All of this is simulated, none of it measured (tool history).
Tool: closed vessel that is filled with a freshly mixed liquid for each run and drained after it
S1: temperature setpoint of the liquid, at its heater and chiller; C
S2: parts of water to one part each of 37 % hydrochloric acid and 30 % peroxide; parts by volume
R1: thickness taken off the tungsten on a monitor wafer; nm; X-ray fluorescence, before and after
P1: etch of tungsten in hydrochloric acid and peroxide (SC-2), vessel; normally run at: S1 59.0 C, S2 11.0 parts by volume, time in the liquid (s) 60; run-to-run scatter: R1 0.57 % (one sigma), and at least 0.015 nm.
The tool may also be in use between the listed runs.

Run 1, day 0.317: S1 59.0 C, S2 11.0 parts by volume, time in the liquid (s) 60. Result: R1 13.0320 nm.
At day 0.546: new drum of peroxide connected.
Run 2, day 0.812: S1 59.0 C, S2 15.5 parts by volume, time in the liquid (s) 30. Result: R1 4.7685 nm.
Run 3, day 1.200: S1 59.0 C, S2 11.0 parts by volume, time in the liquid (s) 60. Result: R1 12.9850 nm.
Run 4, day 1.438: S1 59.0 C, S2 11.0 parts by volume, time in the liquid (s) 60. Result: R1 12.9230 nm.
Run 5, day 1.938: S1 59.0 C, S2 11.0 parts by volume, time in the liquid (s) 30. Result: R1 6.4054 nm.
Run 6, day 2.271: S1 59.0 C, S2 11.0 parts by volume, time in the liquid (s) 60. Result: R1 12.9700 nm.
Run 7, day 2.733: S1 59.0 C, S2 4.0 parts by volume, time in the liquid (s) 60. Result: R1 27.7670 nm.
Run 8, day 3.088: S1 44.5 C, S2 11.0 parts by volume, time in the liquid (s) 60. Result: R1 4.9403 nm.
Run 9, day 3.421: S1 72.0 C, S2 11.0 parts by volume, time in the liquid (s) 60. Result: R1 28.6600 nm.
Run 10, day 3.767: S1 71.0 C, S2 11.0 parts by volume, time in the liquid (s) 30. Result: R1 13.4770 nm.
Run 11, day 4.200: S1 59.0 C, S2 20.0 parts by volume, time in the liquid (s) 60. Result: R1 7.6014 nm.
Run 12, day 4.529: S1 59.0 C, S2 11.0 parts by volume, time in the liquid (s) 115. Result: R1 24.8820 nm.
Run 13, day 4.942: S1 59.0 C, S2 11.0 parts by volume, time in the liquid (s) 60. Result: R1 12.8530 nm.
Run 14, day 5.258: S1 59.0 C, S2 11.0 parts by volume, time in the liquid (s) 60. Result: R1 12.3590 nm.
Run 15, day 5.650: S1 59.0 C, S2 11.0 parts by volume, time in the liquid (s) 60. Result: R1 12.1070 nm.
Run 16, day 5.938: S1 59.0 C, S2 11.0 parts by volume, time in the liquid (s) 60. Result: R1 11.9010 nm.
Run 17, day 6.321: S1 59.0 C, S2 11.0 parts by volume, time in the liquid (s) 60. Result: R1 11.7830 nm.
At day 6.383: new drum of peroxide connected.
Run 18, day 6.812: S1 59.0 C, S2 11.0 parts by volume, time in the liquid (s) 60. Result: R1 11.7000 nm.
Run 19, day 7.233: S1 59.0 C, S2 11.0 parts by volume, time in the liquid (s) 60. Result: R1 11.6230 nm.
Run 20, day 7.504: S1 59.0 C, S2 11.0 parts by volume, time in the liquid (s) 60. Result: R1 11.6300 nm.

What P1 gives has crept away from where it was. These 2 causes fit the log equally well, each at the size given:
A: chemicals flow below the setpoint (%) = 11.3
B: liquid colder than its thermometer reads (K) = 1.62
The creep began at about day 4.942.
Why every other cause is out:
peroxide weaker than its label (%): serviced at day 6.383, which brought nothing back

4 check runs are offered, each on 3 wafers whose results are averaged, their results left as question marks. Which one tells the causes apart?
Run check 1, day 7.775: S1 51.0 C, S2 20.0 parts by volume, time in the liquid (s) 60. Result: R1 ?.
Run check 2, day 7.775: S1 66.0 C, S2 11.0 parts by volume, time in the liquid (s) 115. Result: R1 ?.
Run check 3, day 7.775: S1 50.0 C, S2 4.0 parts by volume, time in the liquid (s) 60. Result: R1 ?.
Run check 4, day 7.775: S1 59.0 C, S2 7.5 parts by volume, time in the liquid (s) 110. Result: R1 ?.

What each check would give under each cause:
  check  result     if A     if B
check 1      R1   4.0671   4.0740
check 2      R1  34.3590  34.4900
check 3      R1  14.3500  13.9680
check 4      R1  29.3700  29.1660
How far apart the two closest causes lie, in the result that separates them most: check 1 0.17 %; check 2 0.38 %; check 3 2.7 %; check 4 0.7 %
Check 3 tells the causes apart: in the others they would give nearly the same result.

Then check 3 was run and gave: R1 14.2980 nm. Which cause is it?

It is A: chemicals flow below the setpoint (%).

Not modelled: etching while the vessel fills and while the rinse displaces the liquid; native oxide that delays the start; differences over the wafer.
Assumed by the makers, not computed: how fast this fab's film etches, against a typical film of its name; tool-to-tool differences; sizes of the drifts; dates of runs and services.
